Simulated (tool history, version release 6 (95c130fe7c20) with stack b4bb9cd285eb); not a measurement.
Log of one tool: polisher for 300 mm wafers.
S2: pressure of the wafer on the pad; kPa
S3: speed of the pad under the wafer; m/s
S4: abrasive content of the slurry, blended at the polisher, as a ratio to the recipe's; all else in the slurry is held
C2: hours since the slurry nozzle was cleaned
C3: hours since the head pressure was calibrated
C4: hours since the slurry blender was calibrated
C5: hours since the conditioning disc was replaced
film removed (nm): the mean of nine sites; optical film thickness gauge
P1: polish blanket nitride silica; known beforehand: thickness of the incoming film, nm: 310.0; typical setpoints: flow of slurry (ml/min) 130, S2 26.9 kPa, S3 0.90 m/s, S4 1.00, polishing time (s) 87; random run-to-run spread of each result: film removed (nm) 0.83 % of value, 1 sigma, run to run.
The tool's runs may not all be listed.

{"run": 1, "hour": 2.4, "flow of slurry (ml/min)": 130, "S2": 26.9, "S3": 0.9, "S4": 1.0, "polishing time (s)": 87, "wafers polished on this pad": 302, "C2": 439.0, "C3": 925.2, "C4": 53.3, "C5": 126.0, "film removed (nm)": 65.265}
{"run": 2, "hour": 5.8, "flow of slurry (ml/min)": 130, "S2": 26.9, "S3": 0.9, "S4": 0.55, "polishing time (s)": 87, "wafers polished on this pad": 320, "C2": 442.4, "C3": 928.6, "C4": 56.7, "C5": 129.4, "film removed (nm)": 47.936}
{"run": 3, "hour": 10.1, "flow of slurry (ml/min)": 130, "S2": 26.9, "S3": 0.9, "S4": 1.0, "polishing time (s)": 87, "wafers polished on this pad": 343, "C2": 446.7, "C3": 932.9, "C4": 61.0, "C5": 133.7, "film removed (nm)": 65.713}
{"run": 4, "hour": 13.2, "flow of slurry (ml/min)": 130, "S2": 26.9, "S3": 0.4, "S4": 1.0, "polishing time (s)": 87, "wafers polished on this pad": 360, "C2": 449.8, "C3": 936.0, "C4": 64.1, "C5": 136.8, "film removed (nm)": 33.931}
{"run": 5, "hour": 15.6, "flow of slurry (ml/min)": 175, "S2": 26.9, "S3": 0.9, "S4": 1.0, "polishing time (s)": 87, "wafers polished on this pad": 373, "C2": 452.2, "C3": 938.4, "C4": 66.5, "C5": 139.2, "film removed (nm)": 68.554}
{"run": 6, "hour": 20.0, "flow of slurry (ml/min)": 130, "S2": 26.9, "S3": 0.9, "S4": 1.0, "polishing time (s)": 87, "wafers polished on this pad": 396, "C2": 456.6, "C3": 942.8, "C4": 70.9, "C5": 143.6, "film removed (nm)": 65.003}
{"run": 7, "hour": 24.4, "flow of slurry (ml/min)": 130, "S2": 26.9, "S3": 0.9, "S4": 1.0, "polishing time (s)": 87, "wafers polished on this pad": 420, "C2": 461.0, "C3": 947.2, "C4": 75.3, "C5": 148.0, "film removed (nm)": 65.79}
{"run": 8, "hour": 27.7, "flow of slurry (ml/min)": 130, "S2": 26.9, "S3": 0.9, "S4": 1.25, "polishing time (s)": 87, "wafers polished on this pad": 438, "C2": 464.3, "C3": 950.5, "C4": 78.6, "C5": 151.3, "film removed (nm)": 70.968}
{"run": 9, "hour": 30.4, "flow of slurry (ml/min)": 130, "S2": 26.9, "S3": 0.9, "S4": 1.0, "polishing time (s)": 87, "wafers polished on this pad": 452, "C2": 467.0, "C3": 953.2, "C4": 81.3, "C5": 154.0, "film removed (nm)": 64.476}
{"run": 10, "hour": 33.5, "flow of slurry (ml/min)": 130, "S2": 26.9, "S3": 0.9, "S4": 1.0, "polishing time (s)": 132, "wafers polished on this pad": 469, "C2": 470.1, "C3": 956.3, "C4": 84.4, "C5": 157.1, "film removed (nm)": 99.252}
{"run": 11, "hour": 37.0, "flow of slurry (ml/min)": 130, "S2": 42.7, "S3": 0.9, "S4": 1.0, "polishing time (s)": 87, "wafers polished on this pad": 488, "C2": 473.6, "C3": 959.8, "C4": 87.9, "C5": 160.6, "film removed (nm)": 101.7}
{"run": 12, "hour": 39.9, "flow of slurry (ml/min)": 130, "S2": 13.8, "S3": 0.9, "S4": 1.0, "polishing time (s)": 87, "wafers polished on this pad": 503, "C2": 476.5, "C3": 962.7, "C4": 90.8, "C5": 163.5, "film removed (nm)": 33.441}
{"run": 13, "hour": 43.1, "flow of slurry (ml/min)": 130, "S2": 26.9, "S3": 0.9, "S4": 1.0, "polishing time (s)": 40, "wafers polished on this pad": 520, "C2": 479.7, "C3": 965.9, "C4": 94.0, "C5": 166.7, "film removed (nm)": 29.834}
{"run": 14, "hour": 45.2, "flow of slurry (ml/min)": 130, "S2": 26.9, "S3": 0.9, "S4": 1.0, "polishing time (s)": 87, "wafers polished on this pad": 531, "C2": 481.8, "C3": 968.0, "C4": 96.1, "C5": 168.8, "film removed (nm)": 65.507}
{"run": 15, "hour": 48.2, "flow of slurry (ml/min)": 130, "S2": 33.8, "S3": 0.9, "S4": 1.0, "polishing time (s)": 41, "wafers polished on this pad": 548, "C2": 484.8, "C3": 971.0, "C4": 99.1, "C5": 171.8, "film removed (nm)": 38.598}
{"run": 16, "hour": 51.5, "flow of slurry (ml/min)": 130, "S2": 26.9, "S3": 1.42, "S4": 1.0, "polishing time (s)": 87, "wafers polished on this pad": 565, "C2": 488.1, "C3": 974.3, "C4": 102.4, "C5": 175.1, "film removed (nm)": 92.733}
{"run": 17, "hour": 54.0, "flow of slurry (ml/min)": 80, "S2": 26.9, "S3": 0.9, "S4": 1.0, "polishing time (s)": 87, "wafers polished on this pad": 579, "C2": 490.6, "C3": 976.8, "C4": 104.9, "C5": 177.6, "film removed (nm)": 57.754}
{"run": 18, "hour": 57.9, "flow of slurry (ml/min)": 130, "S2": 26.9, "S3": 0.9, "S4": 1.0, "polishing time (s)": 87, "wafers polished on this pad": 600, "C2": 494.5, "C3": 980.7, "C4": 108.8, "C5": 181.5, "film removed (nm)": 64.707}
{"run": 19, "hour": 62.0, "flow of slurry (ml/min)": 130, "S2": 26.9, "S3": 0.9, "S4": 1.0, "polishing time (s)": 87, "wafers polished on this pad": 621, "C2": 498.6, "C3": 984.8, "C4": 112.9, "C5": 185.6, "film removed (nm)": 61.955}
{"run": 20, "hour": 65.6, "flow of slurry (ml/min)": 130, "S2": 26.9, "S3": 0.9, "S4": 1.0, "polishing time (s)": 87, "wafers polished on this pad": 641, "C2": 502.2, "C3": 988.4, "C4": 116.5, "C5": 189.2, "film removed (nm)": 61.949}
{"run": 21, "hour": 69.7, "flow of slurry (ml/min)": 130, "S2": 26.9, "S3": 0.9, "S4": 1.0, "polishing time (s)": 87, "wafers polished on this pad": 663, "C2": 506.3, "C3": 992.5, "C4": 120.6, "C5": 193.3, "film removed (nm)": 60.585}
{"run": 22, "hour": 74.0, "flow of slurry (ml/min)": 130, "S2": 26.9, "S3": 0.9, "S4": 1.0, "polishing time (s)": 87, "wafers polished on this pad": 686, "C2": 510.6, "C3": 996.8, "C4": 124.9, "C5": 197.6, "film removed (nm)": 58.505}
{"hour": 74.2, "done": "conditioning disc replaced and pad reconditioned"}
{"run": 23, "hour": 77.7, "flow of slurry (ml/min)": 130, "S2": 26.9, "S3": 0.9, "S4": 1.0, "polishing time (s)": 87, "wafers polished on this pad": 706, "C2": 514.3, "C3": 1000.5, "C4": 128.6, "C5": 3.5, "film removed (nm)": 58.752}
{"hour": 78.8, "done": "worn pad replaced by a new one"}
{"run": 24, "hour": 80.0, "flow of slurry (ml/min)": 130, "S2": 26.9, "S3": 0.9, "S4": 1.0, "polishing time (s)": 87, "wafers polished on this pad": 6, "C2": 516.6, "C3": 1002.8, "C4": 130.9, "C5": 5.8, "film removed (nm)": 58.627}
{"run": 25, "hour": 83.0, "flow of slurry (ml/min)": 130, "S2": 26.9, "S3": 0.9, "S4": 1.0, "polishing time (s)": 87, "wafers polished on this pad": 22, "C2": 519.6, "C3": 1005.8, "C4": 133.9, "C5": 8.8, "film removed (nm)": 58.408}
{"run": 26, "hour": 86.7, "flow of slurry (ml/min)": 130, "S2": 26.9, "S3": 0.9, "S4": 1.0, "polishing time (s)": 87, "wafers polished on this pad": 42, "C2": 523.3, "C3": 1009.5, "C4": 137.6, "C5": 12.5, "film removed (nm)": 59.155}
{"run": 27, "hour": 90.6, "flow of slurry (ml/min)": 130, "S2": 26.9, "S3": 0.9, "S4": 1.0, "polishing time (s)": 87, "wafers polished on this pad": 63, "C2": 527.2, "C3": 1013.4, "C4": 141.5, "C5": 16.4, "film removed (nm)": 58.336}
{"run": 28, "hour": 94.7, "flow of slurry (ml/min)": 130, "S2": 26.9, "S3": 0.9, "S4": 1.0, "polishing time (s)": 87, "wafers polished on this pad": 85, "C2": 531.3, "C3": 1017.5, "C4": 145.6, "C5": 20.5, "film removed (nm)": 57.875}
{"run": 29, "hour": 99.4, "flow of slurry (ml/min)": 130, "S2": 26.9, "S3": 0.9, "S4": 1.0, "polishing time (s)": 87, "wafers polished on this pad": 110, "C2": 536.0, "C3": 1022.2, "C4": 150.3, "C5": 25.2, "film removed (nm)": 57.563}

The log shows P1 creeping away from where it was. Any of the 3 causes listed here, at the size stated for it, fits the log just as well as the others:
A: head's pressure below its setpoint, % = 10.3
B: slurry flow missing at the pad, % = 36.1
C: abrasive missing from the slurry, % = 20.1
Creep in the process output first set in at about hour 57.9.
Ruled out, with reasons:
removal rate lost through wear of the pad, %: was serviced at hour 78.8, once the creep was under way, yet the earlier output never came back
time polished since the conditioner stopped cutting, s: was serviced at hour 74.2, once the creep was under way, yet the earlier output never came back

Below are 4 check runs, each averaged over 5 wafers, with their results shown as question marks. Which of them would give clearly different results depending on which cause is behind the drift?
{"run": "check 1", "hour": 104.1, "flow of slurry (ml/min)": 80, "S2": 26.9, "S3": 0.9, "S4": 0.6, "polishing time (s)": 87, "film removed (nm)": "?"}
{"run": "check 2", "hour": 104.1, "flow of slurry (ml/min)": 130, "S2": 39.3, "S3": 1.4, "S4": 1.0, "polishing time (s)": 87, "film removed (nm)": "?"}
{"run": "check 3", "hour": 104.1, "flow of slurry (ml/min)": 130, "S2": 13.8, "S3": 0.46, "S4": 1.0, "polishing time (s)": 87, "film removed (nm)": "?"}
{"run": "check 4", "hour": 104.1, "flow of slurry (ml/min)": 130, "S2": 36.5, "S3": 1.38, "S4": 1.0, "polishing time (s)": 87, "film removed (nm)": "?"}

If the cause were each of the candidates in turn, the checks would give the following:
check=check_1 result=film_removed_(nm) if_A=39.686 if_B=37.560 if_C=38.598
check=check_2 result=film_removed_(nm) if_A=121.280 if_B=121.330 if_C=121.330
check=check_3 result=film_removed_(nm) if_A=17.468 if_B=17.476 if_C=17.476
check=check_4 result=film_removed_(nm) if_A=111.480 if_B=111.530 if_C=111.530
How far apart the two closest causes lie, in the result that separates them most: check 1 2.72 %; check 2 0 %; check 3 0 %; check 4 0 %
The causes can be told apart only by check 1. The other checks would give nearly the same results under each of them.

After running check 1, the following was obtained: film removed (nm) 39.937. Which cause does this point to?

Of the candidate causes, it is A: head's pressure below its setpoint, %.
